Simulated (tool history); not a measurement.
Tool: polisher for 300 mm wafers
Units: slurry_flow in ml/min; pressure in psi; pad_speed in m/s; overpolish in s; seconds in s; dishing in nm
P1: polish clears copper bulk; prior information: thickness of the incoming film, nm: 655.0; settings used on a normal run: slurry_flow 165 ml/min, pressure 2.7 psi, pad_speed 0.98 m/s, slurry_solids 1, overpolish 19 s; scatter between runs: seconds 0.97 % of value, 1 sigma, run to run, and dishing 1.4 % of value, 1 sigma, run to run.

run   hour  slurry_flow  pressure  pad_speed  slurry_solids  overpolish  wafers polished on this pad  hours since the slurry nozzle was cleaned  hours since the head pressure was calibrated  hours since the slurry blender was calibrated  seconds  dishing
  1   14.1          165       2.7       0.98              1          19                          317                                      149.6                                         332.4                                          199.9   80.952   76.475
  2   24.1          165       2.7       0.98           0.75          19                          384                                      159.6                                         342.4                                          209.9   85.612   72.682
  3   33.2          165       2.7       0.98              1          19                          445                                      168.7                                         351.5                                            219   81.039   75.276
      42.8  -- head pressure recalibrated
  4   46.7          165       2.7       0.98              1           6                          536                                      182.2                                             4                                          232.5   78.528   33.521
  5   55.3          165       2.7       1.24              1          19                          594                                      190.8                                          12.6                                          241.1   64.368   83.574
  6   71.6          230       2.7       0.98              1          19                          704                                      207.1                                          28.9                                          257.4   77.583   76.827
  7   90.4          100       2.7       0.98              1          19                          830                                      225.9                                          47.7                                          276.2   89.349   72.867
  8  100.4          165       2.7       0.98              1          37                          898                                      235.9                                          57.7                                          286.2   80.875   98.624
  9  114.4          165       2.7       0.98            1.5          19                          992                                      249.9                                          71.7                                          300.2   74.906    77.55
 10  127.6          165       3.7       0.76              1          19                         1081                                      263.1                                          84.9                                          313.4   75.322    81.09
 11  144.4          165       2.7       0.98              1          19                         1194                                      279.9                                         101.7                                          330.2    81.28   75.855
 12  157.1          165         4       0.98              1          19                         1279                                      292.6                                         114.4                                          342.9   54.586   97.248
 13  174.9          165       2.7        0.5              1          19                         1399                                      310.4                                         132.2                                          360.7   157.79    48.45
 14    184          165       1.4       0.98              1          19                         1460                                      319.5                                         141.3                                          369.8   155.55   44.996
 15  192.8          165       2.7       0.98              1          19                         1520                                      328.3                                         150.1                                          378.6   81.262   73.564
 16  202.9          165       2.7       0.98              1          19                         1588                                      338.4                                         160.2                                          388.7   80.766   74.747
 17  220.1          165       2.7       0.98              1          19                         1703                                      355.6                                         177.4                                          405.9   84.701   74.605
 18  228.5          165       2.7       0.98              1          19                         1760                                        364                                         185.8                                          414.3   84.536   73.697
 19  243.9          165       2.7       0.98              1          19                         1864                                      379.4                                         201.2                                          429.7   83.988   72.899
     257.4  -- slurry blender recalibrated
 20  261.1          165       2.7       0.98              1          19                         1980                                      396.6                                         218.4                                            3.8   85.776   72.331
     261.5  -- head pressure recalibrated
 21    270          165       2.7       0.98              1          19                         2039                                      405.5                                           8.5                                           12.7   86.425   72.176
 22  286.7          165       2.7       0.98              1          19                         2152                                      422.2                                          25.2                                           29.4   87.641   72.495
 23  296.2          165       2.7       0.98              1          19                         2216                                      431.7                                          34.7                                           38.9   85.582   71.082
 24  313.8          165       2.7       0.98              1          19                         2334                                      449.3                                          52.3                                           56.5   87.601   70.016
 25  329.1          165       2.7       0.98              1          19                         2437                                      464.6                                          67.6                                           71.8   87.162   69.954
 26  344.6          165       2.7       0.98              1          19                         2542                                      480.1                                          83.1                                           87.3   88.301   71.036

What P1 gives has crept away from where it was. These 2 causes fit the log equally well, each at the size given:
A: slurry flow missing at the pad, % = 38
B: removal rate lost through wear of the pad, % = 9
Creep in the process output first set in at about hour 202.9.
Every other cause this tool's parts could produce, and why it does not fit the log:
head's pressure below its setpoint, %: work on it at hour 261.5, done after the drift set in, did not restore what the process gave before
abrasive missing from the slurry, %: work on it at hour 257.4, done after the drift set in, did not restore what the process gave before

The list below offers 4 check runs, each averaging the results of 2 wafers, and shows each result as a question mark. For which of them would the listed causes give clearly different results?
check 1  360.1          100       2.7       0.98              1          33                                                                                                                                                                             ?        ?
check 2  360.1          165       1.4       0.98           1.35          19                                                                                                                                                                             ?        ?
check 3  360.1          165       2.7       0.98              1          11                                                                                                                                                                             ?        ?
check 4  360.1          165       1.8       0.98           1.45          19                                                                                                                                                                             ?        ?

Outcome of each check run for each possible cause:
  check   result    if A    if B
check 1  seconds  102.89  97.664
check 1  dishing  87.193  89.115
check 2  seconds  159.65  159.65
check 2  dishing  44.381   44.38
check 3  seconds   88.38  88.381
check 3  dishing  49.608  49.608
check 4  seconds  122.21  122.21
check 4  dishing  54.933  54.932
Distance between the nearest two causes, measured in the result of the check that separates them most: check 1 5.22 %; check 2 0 %; check 3 0 %; check 4 0 %
Only in check 1 would the causes give clearly different results; in the remaining checks their results would be nearly the same.

Check 1 was then run and gave: seconds 98.799 s; dishing 88.788 nm. Which cause is it?

It was cause B: removal rate lost through wear of the pad, %.
